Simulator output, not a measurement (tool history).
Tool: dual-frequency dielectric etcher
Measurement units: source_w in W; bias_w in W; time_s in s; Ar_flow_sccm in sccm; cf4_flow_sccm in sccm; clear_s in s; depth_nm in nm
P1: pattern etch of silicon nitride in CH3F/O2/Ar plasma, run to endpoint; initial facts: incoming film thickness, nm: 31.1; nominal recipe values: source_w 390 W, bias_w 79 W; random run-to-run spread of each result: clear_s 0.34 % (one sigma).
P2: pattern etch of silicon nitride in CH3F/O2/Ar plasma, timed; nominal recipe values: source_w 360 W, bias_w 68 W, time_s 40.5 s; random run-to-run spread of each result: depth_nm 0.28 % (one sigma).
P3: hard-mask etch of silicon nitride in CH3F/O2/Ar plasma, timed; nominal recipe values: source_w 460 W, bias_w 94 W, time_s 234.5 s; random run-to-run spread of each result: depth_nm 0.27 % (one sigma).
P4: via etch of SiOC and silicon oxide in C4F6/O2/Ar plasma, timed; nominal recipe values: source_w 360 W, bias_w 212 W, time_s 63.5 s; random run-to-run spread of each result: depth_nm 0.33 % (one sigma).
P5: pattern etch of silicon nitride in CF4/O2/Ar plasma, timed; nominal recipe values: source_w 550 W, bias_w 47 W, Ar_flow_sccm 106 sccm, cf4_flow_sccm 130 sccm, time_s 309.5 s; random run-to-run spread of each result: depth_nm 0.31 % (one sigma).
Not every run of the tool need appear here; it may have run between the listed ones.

run,day,process,source_w,bias_w,time_s,Ar_flow_sccm,cf4_flow_sccm,hours since the last wet clean,hours since the last source power generator calibration,hours since the last bias power generator calibration,clear_s,depth_nm
1,0.312,P1,390,79,,,,352.4,1515.9,1073.2,43.886,
2,0.633,P3,460,94,339.5,,,360.1,1523.6,1080.9,,277.86
3,1.204,P3,460,94,234.5,,,373.8,1537.3,1094.6,,191.58
4,1.758,P1,390,79,,,,387.1,1550.6,1107.9,43.824,
5,2.096,P2,360,68,40.5,,,395.2,1558.7,1116,,26.086
6,2.504,P5,550,47,309.5,106,80,405,1568.5,1125.8,,601.6
7,2.842,P5,550,47,309.5,75,130,413.1,1576.6,1133.9,,667.09
8,3.417,P1,510,47,,,,426.9,1590.4,1147.7,46.91,
9,3.967,P2,360,41,40.5,,,440.1,1603.6,1160.9,,22.288
10,4.558,P4,360,153,63.5,,,454.3,1617.8,1175.1,,62.986
11,4.996,P4,360,212,44,,,464.8,1628.3,1185.6,,48.315
12,5.492,P3,460,94,234.5,,,476.7,1640.2,1197.5,,191.41
13,5.821,P1,390,63,,,,484.6,1648.1,1205.4,47.571,
14,6.221,P4,430,212,63.5,,,494.2,1657.7,1215,,74.944
15,6.733,P1,390,112,,,,506.5,1670,1227.3,38.596,
# day 6.762: source power generator calibrated
16,7.067,P5,550,36,309.5,106,130,514.5,7.4,1235.3,,585.06
17,7.596,P1,390,79,,,,527.2,20.1,1248,43.757,
# day 7.896: bias power generator calibrated
18,7.954,P2,360,68,27.5,,,535.8,28.7,1.4,,17.754
19,8.325,P2,510,68,40.5,,,544.7,37.6,10.3,,30.019
20,8.688,P1,390,79,,,,553.4,46.3,19,43.757,
21,9.133,P1,390,79,,,,564.1,57,29.7,43.869,
22,9.704,P1,300,79,,,,577.8,70.7,43.4,48.221,
23,10.088,P3,460,62,234.5,,,587,79.9,52.6,,165.99
24,10.375,P4,360,212,63.5,,,593.9,86.8,59.5,,69.59
25,10.971,P5,550,47,309.5,106,130,608.2,101.1,73.8,,640.45
26,11.312,P3,640,94,234.5,,,616.4,109.3,82,,215.78
27,11.667,P5,740,47,309.5,106,130,624.9,117.8,90.5,,833.25
28,12.025,P5,550,47,460.5,106,130,633.5,126.4,99.1,,956.15
29,12.304,P1,480,79,,,,640.2,133.1,105.8,40.67,
30,12.867,P2,360,68,40.5,,,653.7,146.6,119.3,,26.25
31,13.467,P1,390,79,,,,668.1,161,133.7,43.668,
32,13.954,P1,390,79,,,,679.8,172.7,145.4,43.705,
33,14.379,P1,390,79,,,,690,182.9,155.6,43.639,
34,14.962,P1,390,79,,,,704,196.9,169.6,43.424,
35,15.412,P1,390,79,,,,714.8,207.7,180.4,43.077,
36,15.696,P1,390,79,,,,721.6,214.5,187.2,43.33,
# day 15.992: wet clean of the chamber
37,16.212,P1,390,79,,,,5.3,226.9,199.6,43.241,
38,16.758,P1,390,79,,,,18.4,240,212.7,42.945,
39,17.35,P1,390,79,,,,32.6,254.2,226.9,42.934,
40,17.854,P1,390,79,,,,44.7,266.3,239,43.016,
41,18.392,P1,390,79,,,,57.6,279.2,251.9,42.938,

Something has made what P1 gives creep away from where it was; the 2 causes below, each at its own stated size, fit the log equally well:
A: bias power that arrives over what is set, % = 4.87
B: source power that arrives over what is set, % = 4.54
The drift started at roughly day 13.467.
The rest of the possible causes, and what rules out each one:
chamber walls in a state that raises the etch rate, %: serviced at day 15.992, after the drift had started, without restoring the earlier output

Consider the 4 single-wafer check runs listed below, results given as question marks: which one distinguishes between the causes by giving clearly different results for each?
check 1,18.929,P5,550,37,309.5,106,130,,,,,?
check 2,18.929,P4,360,160,63.5,,,,,,,?
check 3,18.929,P2,500,68,40.5,,,,,,,?
check 4,18.929,P3,540,94,295,,,,,,,?

What every check run would give for each of its results, assuming each possible cause in turn:
check,result,if A,if B
check 1,depth_nm,601.17,615.22
check 2,depth_nm,64.783,64.923
check 3,depth_nm,30.205,30.24
check 4,depth_nm,260.11,260.03
Minimum pairwise separation of causes per check, each pair taken at its best-separating result: check 1 2.31 %; check 2 0.22 %; check 3 0.11 %; check 4 0.03 %
Check 1 is the one run that separates the causes; every other check would come out nearly the same whichever cause is at work.

After running check 1, the following was obtained: depth_nm 615.84 nm. Which cause does this point to?

The cause is B: source power that arrives over what is set, %.
